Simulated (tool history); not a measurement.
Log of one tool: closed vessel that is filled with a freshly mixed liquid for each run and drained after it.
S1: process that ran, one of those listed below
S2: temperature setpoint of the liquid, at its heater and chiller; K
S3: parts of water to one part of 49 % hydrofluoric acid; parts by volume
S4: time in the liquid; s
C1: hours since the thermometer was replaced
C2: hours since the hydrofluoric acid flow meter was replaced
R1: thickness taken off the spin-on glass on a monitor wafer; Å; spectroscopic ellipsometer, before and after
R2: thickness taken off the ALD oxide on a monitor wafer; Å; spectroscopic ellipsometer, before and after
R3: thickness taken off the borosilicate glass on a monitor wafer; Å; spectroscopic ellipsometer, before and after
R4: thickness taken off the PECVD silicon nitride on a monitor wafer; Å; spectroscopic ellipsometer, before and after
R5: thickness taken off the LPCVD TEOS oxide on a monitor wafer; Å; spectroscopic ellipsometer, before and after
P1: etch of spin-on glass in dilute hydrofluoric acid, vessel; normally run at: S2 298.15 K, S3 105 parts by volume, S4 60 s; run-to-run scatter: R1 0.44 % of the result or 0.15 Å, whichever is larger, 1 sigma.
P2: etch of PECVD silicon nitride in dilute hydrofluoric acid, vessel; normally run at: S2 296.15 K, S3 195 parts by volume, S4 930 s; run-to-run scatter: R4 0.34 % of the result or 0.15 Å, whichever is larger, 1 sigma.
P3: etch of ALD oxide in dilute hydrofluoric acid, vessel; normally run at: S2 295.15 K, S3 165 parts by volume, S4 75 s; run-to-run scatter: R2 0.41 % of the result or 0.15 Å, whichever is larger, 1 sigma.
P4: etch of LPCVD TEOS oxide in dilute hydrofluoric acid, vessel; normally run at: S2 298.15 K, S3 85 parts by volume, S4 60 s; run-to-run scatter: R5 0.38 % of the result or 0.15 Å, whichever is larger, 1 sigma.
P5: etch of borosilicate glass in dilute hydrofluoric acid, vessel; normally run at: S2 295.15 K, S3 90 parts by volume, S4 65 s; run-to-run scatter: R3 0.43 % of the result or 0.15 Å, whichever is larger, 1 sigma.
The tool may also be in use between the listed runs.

{"run": 1, "day": 0.204, "S1": "P1", "S2": 298.15, "S3": 105, "S4": 60, "C1": 1778.8, "C2": 339.3, "R1": 244.9}
{"run": 2, "day": 0.5, "S1": "P3", "S2": 295.15, "S3": 165, "S4": 30, "C1": 1785.9, "C2": 346.4, "R2": 26.551}
{"run": 3, "day": 0.883, "S1": "P1", "S2": 298.15, "S3": 105, "S4": 30, "C1": 1795.1, "C2": 355.6, "R1": 122.42}
{"run": 4, "day": 1.142, "S1": "P5", "S2": 295.15, "S3": 90, "S4": 65, "C1": 1801.3, "C2": 361.8, "R3": 281.77}
{"run": 5, "day": 1.404, "S1": "P1", "S2": 292.15, "S3": 105, "S4": 30, "C1": 1807.6, "C2": 368.1, "R1": 96.57}
{"run": 6, "day": 1.792, "S1": "P2", "S2": 296.15, "S3": 195, "S4": 930, "C1": 1816.9, "C2": 377.4, "R4": 101.97}
{"run": 7, "day": 2.188, "S1": "P1", "S2": 293.15, "S3": 105, "S4": 60, "C1": 1826.4, "C2": 386.9, "R1": 202.67}
{"run": 8, "day": 2.579, "S1": "P1", "S2": 298.15, "S3": 105, "S4": 110, "C1": 1835.8, "C2": 396.3, "R1": 450.97}
{"run": 9, "day": 2.808, "S1": "P3", "S2": 295.15, "S3": 165, "S4": 75, "C1": 1841.3, "C2": 401.8, "R2": 66.815}
{"run": 10, "day": 3.025, "S1": "P1", "S2": 298.15, "S3": 105, "S4": 60, "C1": 1846.5, "C2": 407, "R1": 246}
{"run": 11, "day": 3.212, "S1": "P3", "S2": 290.15, "S3": 165, "S4": 75, "C1": 1851, "C2": 411.5, "R2": 54.851}
{"run": 12, "day": 3.454, "S1": "P1", "S2": 305.65, "S3": 105, "S4": 30, "C1": 1856.8, "C2": 417.3, "R1": 163.18}
{"run": 13, "day": 3.654, "S1": "P1", "S2": 298.15, "S3": 105, "S4": 60, "C1": 1861.6, "C2": 422.1, "R1": 246.42}
{"run": 14, "day": 4.071, "S1": "P4", "S2": 298.15, "S3": 85, "S4": 30, "C1": 1871.6, "C2": 432.1, "R5": 137.23}
{"run": 15, "day": 4.279, "S1": "P5", "S2": 299.15, "S3": 90, "S4": 65, "C1": 1876.6, "C2": 437.1, "R3": 331.54}
{"run": 16, "day": 4.629, "S1": "P1", "S2": 298.15, "S3": 190, "S4": 60, "C1": 1885, "C2": 445.5, "R1": 123.06}
{"run": 17, "day": 5.017, "S1": "P1", "S2": 303.65, "S3": 30, "S4": 60, "C1": 1894.3, "C2": 454.8, "R1": 1183.5}
{"run": 18, "day": 5.442, "S1": "P4", "S2": 298.15, "S3": 25, "S4": 60, "C1": 1904.5, "C2": 465, "R5": 1020.1}
{"run": 19, "day": 5.688, "S1": "P1", "S2": 298.15, "S3": 105, "S4": 60, "C1": 1910.4, "C2": 470.9, "R1": 246.3}
{"run": 20, "day": 5.983, "S1": "P4", "S2": 298.15, "S3": 85, "S4": 60, "C1": 1917.5, "C2": 478, "R5": 278.19}
{"run": 21, "day": 6.312, "S1": "P2", "S2": 296.15, "S3": 195, "S4": 1780, "C1": 1925.4, "C2": 485.9, "R4": 194.52}
{"run": 22, "day": 6.671, "S1": "P1", "S2": 298.15, "S3": 105, "S4": 60, "C1": 1934, "C2": 494.5, "R1": 247.7}
{"run": 23, "day": 6.979, "S1": "P2", "S2": 304.15, "S3": 195, "S4": 930, "C1": 1941.4, "C2": 501.9, "R4": 166.95}
{"run": 24, "day": 7.233, "S1": "P5", "S2": 295.15, "S3": 90, "S4": 30, "C1": 1947.5, "C2": 508, "R3": 131.01}
{"run": 25, "day": 7.538, "S1": "P1", "S2": 302.15, "S3": 105, "S4": 60, "C1": 1954.8, "C2": 515.3, "R1": 285.83}
{"run": 26, "day": 7.938, "S1": "P2", "S2": 296.15, "S3": 195, "S4": 930, "C1": 1964.4, "C2": 524.9, "R4": 101.14}
{"run": 27, "day": 8.208, "S1": "P2", "S2": 296.15, "S3": 315, "S4": 930, "C1": 1970.9, "C2": 531.4, "R4": 63.47}
{"run": 28, "day": 8.608, "S1": "P4", "S2": 293.15, "S3": 85, "S4": 60, "C1": 1980.5, "C2": 541, "R5": 226.88}
{"run": 29, "day": 8.983, "S1": "P5", "S2": 295.15, "S3": 45, "S4": 65, "C1": 1989.5, "C2": 550, "R3": 598.21}
{"run": 30, "day": 9.4, "S1": "P1", "S2": 298.15, "S3": 35, "S4": 60, "C1": 1999.5, "C2": 560, "R1": 810.93}
{"run": 31, "day": 9.629, "S1": "P3", "S2": 295.15, "S3": 60, "S4": 75, "C1": 2005, "C2": 565.5, "R2": 208.32}
{"run": 32, "day": 10.012, "S1": "P3", "S2": 295.15, "S3": 165, "S4": 75, "C1": 2014.2, "C2": 574.7, "R2": 66.952}
{"run": 33, "day": 10.317, "S1": "P1", "S2": 298.15, "S3": 105, "S4": 60, "C1": 2021.5, "C2": 582, "R1": 245.11}
{"run": 34, "day": 10.638, "S1": "P1", "S2": 298.15, "S3": 105, "S4": 60, "C1": 2029.2, "C2": 589.7, "R1": 252.73}
{"run": 35, "day": 11.021, "S1": "P1", "S2": 298.15, "S3": 105, "S4": 60, "C1": 2038.4, "C2": 598.9, "R1": 258.52}
{"run": 36, "day": 11.412, "S1": "P1", "S2": 298.15, "S3": 105, "S4": 60, "C1": 2047.8, "C2": 608.3, "R1": 262.25}
{"run": 37, "day": 11.6, "S1": "P1", "S2": 298.15, "S3": 105, "S4": 60, "C1": 2052.3, "C2": 612.8, "R1": 262.52}
{"run": 38, "day": 11.862, "S1": "P1", "S2": 298.15, "S3": 105, "S4": 60, "C1": 2058.6, "C2": 619.1, "R1": 267}
{"run": 39, "day": 12.279, "S1": "P1", "S2": 298.15, "S3": 105, "S4": 60, "C1": 2068.6, "C2": 629.1, "R1": 262.87}
{"run": 40, "day": 12.646, "S1": "P1", "S2": 298.15, "S3": 105, "S4": 60, "C1": 2077.4, "C2": 637.9, "R1": 264.27}

What P1 gives has crept away from where it was. These 2 causes fit the log equally well, each at the size given:
A: hydrofluoric acid flow above the setpoint (%) = 6.91
B: liquid hotter than its thermometer reads (K) = 1.95
The creep began at about day 10.317.

4 check runs are offered, one wafer each, their results left as question marks. Which one tells the causes apart?
{"run": "check 1", "day": 13.012, "S1": "P2", "S2": 296.15, "S3": 195, "S4": 930, "R4": "?"}
{"run": "check 2", "day": 13.012, "S1": "P3", "S2": 295.15, "S3": 165, "S4": 75, "R2": "?"}
{"run": "check 3", "day": 13.012, "S1": "P5", "S2": 295.15, "S3": 90, "S4": 65, "R3": "?"}
{"run": "check 4", "day": 13.012, "S1": "P4", "S2": 298.15, "S3": 85, "S4": 60, "R5": "?"}

What each check would give under each cause:
check=check_1 result=R4 if_A=108.7 if_B=115.16
check=check_2 result=R2 if_A=72.371 if_B=72.104
check=check_3 result=R3 if_A=305.63 if_B=307.08
check=check_4 result=R5 if_A=298.5 if_B=299.36
How far apart the two closest causes lie, in the result that separates them most: check 1 5.78 %; check 2 0.37 %; check 3 0.47 %; check 4 0.29 %
Check 1 tells the causes apart: in the others they would give nearly the same result.

Then check 1 was run and gave: R4 114.72 Å. Which cause is it?

It is B: liquid hotter than its thermometer reads (K).
